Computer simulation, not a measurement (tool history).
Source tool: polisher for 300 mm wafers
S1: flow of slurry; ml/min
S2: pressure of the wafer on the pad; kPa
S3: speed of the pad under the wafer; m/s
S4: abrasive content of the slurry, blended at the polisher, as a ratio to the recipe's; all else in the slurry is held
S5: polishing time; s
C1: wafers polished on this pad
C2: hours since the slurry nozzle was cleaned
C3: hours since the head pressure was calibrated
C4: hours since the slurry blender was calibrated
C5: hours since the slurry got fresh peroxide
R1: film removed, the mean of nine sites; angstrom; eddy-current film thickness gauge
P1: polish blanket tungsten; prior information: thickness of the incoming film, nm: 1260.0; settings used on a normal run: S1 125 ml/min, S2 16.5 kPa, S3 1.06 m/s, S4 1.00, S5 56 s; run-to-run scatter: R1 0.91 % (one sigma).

Run 1, hour 3.3: S1 125 ml/min, S2 16.5 kPa, S3 1.06 m/s, S4 1.00, S5 56 s; C1 776; C2 127.9; C3 71.0; C4 68.2; C5 58.4. Result: R1 1677.40 angstrom.
Run 2, hour 6.2: S1 125 ml/min, S2 16.5 kPa, S3 1.48 m/s, S4 1.30, S5 56 s; C1 803; C2 130.8; C3 73.9; C4 71.1; C5 61.3. Result: R1 2485.30 angstrom.
Run 3, hour 8.9: S1 125 ml/min, S2 8.3 kPa, S3 1.06 m/s, S4 1.00, S5 56 s; C1 827; C2 133.5; C3 76.6; C4 73.8; C5 64.0. Result: R1 837.37 angstrom.
Run 4, hour 12.5: S1 125 ml/min, S2 16.5 kPa, S3 1.06 m/s, S4 1.00, S5 56 s; C1 860; C2 137.1; C3 80.2; C4 77.4; C5 67.6. Result: R1 1658.40 angstrom.
Run 5, hour 16.7: S1 125 ml/min, S2 16.5 kPa, S3 1.06 m/s, S4 1.00, S5 37 s; C1 898; C2 141.3; C3 84.4; C4 81.6; C5 71.8. Result: R1 1108.10 angstrom.
Run 6, hour 20.7: S1 125 ml/min, S2 16.5 kPa, S3 1.06 m/s, S4 1.00, S5 56 s; C1 935; C2 145.3; C3 88.4; C4 85.6; C5 75.8. Result: R1 1666.90 angstrom.
At hour 23.2: slurry blender recalibrated.
Run 7, hour 24.8: S1 125 ml/min, S2 16.5 kPa, S3 1.48 m/s, S4 1.00, S5 56 s; C1 972; C2 149.4; C3 92.5; C4 1.6; C5 79.9. Result: R1 2310.00 angstrom.
Run 8, hour 27.4: S1 125 ml/min, S2 11.0 kPa, S3 1.06 m/s, S4 1.00, S5 84 s; C1 996; C2 152.0; C3 95.1; C4 4.2; C5 82.5. Result: R1 1672.40 angstrom.
Run 9, hour 33.1: S1 125 ml/min, S2 16.5 kPa, S3 1.06 m/s, S4 0.55, S5 56 s; C1 1048; C2 157.7; C3 100.8; C4 9.9; C5 88.2. Result: R1 1447.70 angstrom.
Run 10, hour 38.7: S1 125 ml/min, S2 16.5 kPa, S3 0.72 m/s, S4 1.00, S5 56 s; C1 1099; C2 163.3; C3 106.4; C4 15.5; C5 93.8. Result: R1 1136.00 angstrom.
At hour 40.4: slurry tank refilled with fresh slurry and peroxide.
Run 11, hour 44.7: S1 125 ml/min, S2 11.0 kPa, S3 1.06 m/s, S4 0.75, S5 56 s; C1 1153; C2 169.3; C3 112.4; C4 21.5; C5 4.4. Result: R1 1049.50 angstrom.
Run 12, hour 50.5: S1 125 ml/min, S2 16.5 kPa, S3 1.06 m/s, S4 1.00, S5 84 s; C1 1206; C2 175.1; C3 118.2; C4 27.3; C5 10.2. Result: R1 2525.20 angstrom.
Run 13, hour 55.6: S1 165 ml/min, S2 16.5 kPa, S3 1.06 m/s, S4 1.00, S5 56 s; C1 1253; C2 180.2; C3 123.3; C4 32.4; C5 15.3. Result: R1 1759.60 angstrom.
Run 14, hour 59.5: S1 125 ml/min, S2 16.5 kPa, S3 1.06 m/s, S4 1.45, S5 56 s; C1 1288; C2 184.1; C3 127.2; C4 36.3; C5 19.2. Result: R1 1825.70 angstrom.
Run 15, hour 64.9: S1 125 ml/min, S2 16.5 kPa, S3 1.06 m/s, S4 1.00, S5 56 s; C1 1337; C2 189.5; C3 132.6; C4 41.7; C5 24.6. Result: R1 1681.00 angstrom.
Run 16, hour 69.3: S1 75 ml/min, S2 16.5 kPa, S3 1.06 m/s, S4 1.00, S5 56 s; C1 1378; C2 193.9; C3 137.0; C4 46.1; C5 29.0. Result: R1 1462.20 angstrom.
Run 17, hour 74.8: S1 125 ml/min, S2 23.4 kPa, S3 1.06 m/s, S4 1.00, S5 56 s; C1 1428; C2 199.4; C3 142.5; C4 51.6; C5 34.5. Result: R1 2371.50 angstrom.
Run 18, hour 78.1: S1 125 ml/min, S2 16.5 kPa, S3 1.06 m/s, S4 1.00, S5 56 s; C1 1458; C2 202.7; C3 145.8; C4 54.9; C5 37.8. Result: R1 1696.40 angstrom.
Run 19, hour 81.1: S1 125 ml/min, S2 16.5 kPa, S3 1.06 m/s, S4 1.00, S5 56 s; C1 1485; C2 205.7; C3 148.8; C4 57.9; C5 40.8. Result: R1 1657.70 angstrom.
Run 20, hour 84.8: S1 125 ml/min, S2 16.5 kPa, S3 1.06 m/s, S4 1.00, S5 56 s; C1 1519; C2 209.4; C3 152.5; C4 61.6; C5 44.5. Result: R1 1623.10 angstrom.
Run 21, hour 89.1: S1 125 ml/min, S2 16.5 kPa, S3 1.06 m/s, S4 1.00, S5 56 s; C1 1558; C2 213.7; C3 156.8; C4 65.9; C5 48.8. Result: R1 1572.30 angstrom.
Run 22, hour 92.4: S1 125 ml/min, S2 16.5 kPa, S3 1.06 m/s, S4 1.00, S5 56 s; C1 1588; C2 217.0; C3 160.1; C4 69.2; C5 52.1. Result: R1 1546.10 angstrom.
Run 23, hour 98.4: S1 125 ml/min, S2 16.5 kPa, S3 1.06 m/s, S4 1.00, S5 56 s; C1 1643; C2 223.0; C3 166.1; C4 75.2; C5 58.1. Result: R1 1500.80 angstrom.
Run 24, hour 101.0: S1 125 ml/min, S2 16.5 kPa, S3 1.06 m/s, S4 1.00, S5 56 s; C1 1666; C2 225.6; C3 168.7; C4 77.8; C5 60.7. Result: R1 1509.60 angstrom.
At hour 103.3: head pressure recalibrated.
At hour 104.3: slurry blender recalibrated.
Run 25, hour 106.9: S1 125 ml/min, S2 16.5 kPa, S3 1.06 m/s, S4 1.00, S5 56 s; C1 1720; C2 231.5; C3 3.7; C4 2.7; C5 66.6. Result: R1 1497.20 angstrom.
At hour 109.4: worn pad replaced by a new one.
Run 26, hour 111.3: S1 125 ml/min, S2 16.5 kPa, S3 1.06 m/s, S4 1.00, S5 56 s; C1 17; C2 235.9; C3 8.1; C4 7.1; C5 71.0. Result: R1 1489.80 angstrom.
Run 27, hour 115.6: S1 125 ml/min, S2 16.5 kPa, S3 1.06 m/s, S4 1.00, S5 56 s; C1 56; C2 240.2; C3 12.4; C4 11.4; C5 75.3. Result: R1 1476.60 angstrom.
Run 28, hour 119.7: S1 125 ml/min, S2 16.5 kPa, S3 1.06 m/s, S4 1.00, S5 56 s; C1 93; C2 244.3; C3 16.5; C4 15.5; C5 79.4. Result: R1 1447.40 angstrom.

The output of P1 has drifted from where it used to be. Each of the 2 causes below, taken at the size shown beside it, accounts for the log equally well:
A: peroxide lost from the slurry, % = 26.8
B: slurry flow missing at the pad, % = 38.5
Creep in the process output first set in at about hour 81.1.
What rules out each remaining cause:
removal rate lost through wear of the pad, %: work on it at hour 109.4, done after the drift set in, did not restore what the process gave before
head's pressure below its setpoint, %: work on it at hour 103.3, done after the drift set in, did not restore what the process gave before
abrasive missing from the slurry, %: work on it at hour 104.3, done after the drift set in, did not restore what the process gave before

Which of the 4 check runs listed below, each an average over 5 wafers with its results shown as question marks, gives clearly different results under the different listed causes?
Run check 1, hour 123.8: S1 125 ml/min, S2 8.3 kPa, S3 1.06 m/s, S4 1.00, S5 56 s. Result: R1 ?.
Run check 2, hour 123.8: S1 95 ml/min, S2 20.7 kPa, S3 1.06 m/s, S4 1.00, S5 56 s. Result: R1 ?.
Run check 3, hour 123.8: S1 125 ml/min, S2 11.0 kPa, S3 1.06 m/s, S4 1.00, S5 77 s. Result: R1 ?.
Run check 4, hour 123.8: S1 125 ml/min, S2 16.5 kPa, S3 1.28 m/s, S4 1.20, S5 56 s. Result: R1 ?.

Expected result of each check under each candidate cause:
  check  result     if A     if B
check 1      R1   739.00   738.74
check 2      R1  1734.10  1677.60
check 3      R1  1354.80  1354.40
check 4      R1  1864.10  1863.50
Gap, in per cent, between the two causes that each check separates least, read from the result that separates them most: check 1 0.03 %; check 2 3.31 %; check 3 0.03 %; check 4 0.03 %
Only in check 2 would the causes give clearly different results; in the remaining checks their results would be nearly the same.

With check 2 done, the readings were: R1 1681.90 angstrom. Identify which of the listed causes applies.

It is B: slurry flow missing at the pad, %.
